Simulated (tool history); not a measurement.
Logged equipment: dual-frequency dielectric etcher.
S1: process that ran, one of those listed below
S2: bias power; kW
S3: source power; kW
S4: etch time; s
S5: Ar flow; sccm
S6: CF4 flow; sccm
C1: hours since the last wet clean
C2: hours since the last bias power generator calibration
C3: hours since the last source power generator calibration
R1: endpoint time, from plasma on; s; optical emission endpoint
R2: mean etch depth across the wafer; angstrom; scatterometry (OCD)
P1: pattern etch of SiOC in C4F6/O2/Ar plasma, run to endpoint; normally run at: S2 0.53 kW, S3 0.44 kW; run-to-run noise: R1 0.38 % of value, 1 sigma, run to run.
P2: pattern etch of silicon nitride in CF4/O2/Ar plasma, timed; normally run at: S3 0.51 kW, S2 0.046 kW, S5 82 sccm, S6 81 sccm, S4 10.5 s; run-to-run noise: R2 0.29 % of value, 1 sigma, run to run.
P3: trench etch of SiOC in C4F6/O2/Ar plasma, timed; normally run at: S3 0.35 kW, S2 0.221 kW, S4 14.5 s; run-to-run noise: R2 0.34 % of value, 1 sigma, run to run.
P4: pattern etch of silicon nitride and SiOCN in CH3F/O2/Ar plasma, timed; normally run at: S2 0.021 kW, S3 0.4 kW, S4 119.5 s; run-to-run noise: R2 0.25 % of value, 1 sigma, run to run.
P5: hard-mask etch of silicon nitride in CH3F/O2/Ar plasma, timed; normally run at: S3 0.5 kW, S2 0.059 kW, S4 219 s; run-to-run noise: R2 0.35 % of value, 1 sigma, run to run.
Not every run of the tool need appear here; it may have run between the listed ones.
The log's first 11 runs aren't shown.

run	hour	S1	S2	S3	S4	S5	S6	C1	C2	C3	R1	R2
12	73.1	P2	0.046	0.51	10.5	111	81	485.4	2019.7	935.2		188.74
13	78.6	P3	0.138	0.35	14.5			490.9	2025.2	940.7		265.76
# hour 82.5: source power generator calibrated
14	84.5	P4	0.021	0.48	119.5			496.8	2031.1	2		164.3
15	90	P2	0.046	0.51	10.5	82	81	502.3	2036.6	7.5		197.01
16	93.4	P3	0.221	0.2	14.5			505.7	2040	10.9		249.02
17	96.7	P2	0.046	0.51	10.5	82	98	509	2043.3	14.2		201.42
18	103.7	P5	0.059	0.64	219			516	2050.3	21.2		1767.5
19	110.1	P4	0.021	0.4	119.5			522.4	2056.7	27.6		154.77
20	115.5	P2	0.046	0.32	10.5	82	81	527.8	2062.1	33		131.56
21	119.7	P1	0.345	0.58				532	2066.3	37.2	15.714	
22	123.4	P1	0.53	0.27				535.7	2070	40.9	17.811	
23	128.4	P1	0.53	0.52				540.7	2075	45.9	14.016	
24	132.8	P1	0.671	0.44				545.1	2079.4	50.3	13.711	
25	136.4	P1	0.53	0.44				548.7	2083	53.9	14.945	
26	142.4	P1	0.352	0.44				554.7	2089	59.9	17.224	
# hour 144.7: wet clean of the chamber
27	149.5	P5	0.059	0.5	219			4.8	2096.1	67		1596.7
28	153.1	P2	0.059	0.51	10.5	82	81	8.4	2099.7	70.6		215.97
29	158.1	P2	0.046	0.51	10.5	82	81	13.4	2104.7	75.6		196.72
30	161.6	P4	0.021	0.4	65.5			16.9	2108.2	79.1		84.879
31	165.6	P4	0.021	0.4	119.5			20.9	2112.2	83.1		154.82
32	170.3	P3	0.221	0.35	8			25.6	2116.9	87.8		170.29

What will run 33 give?
33	174.5	P1	0.53	0.44				29.8	2121.1	92	?	

Logged for run 33: R1 14.898 s.
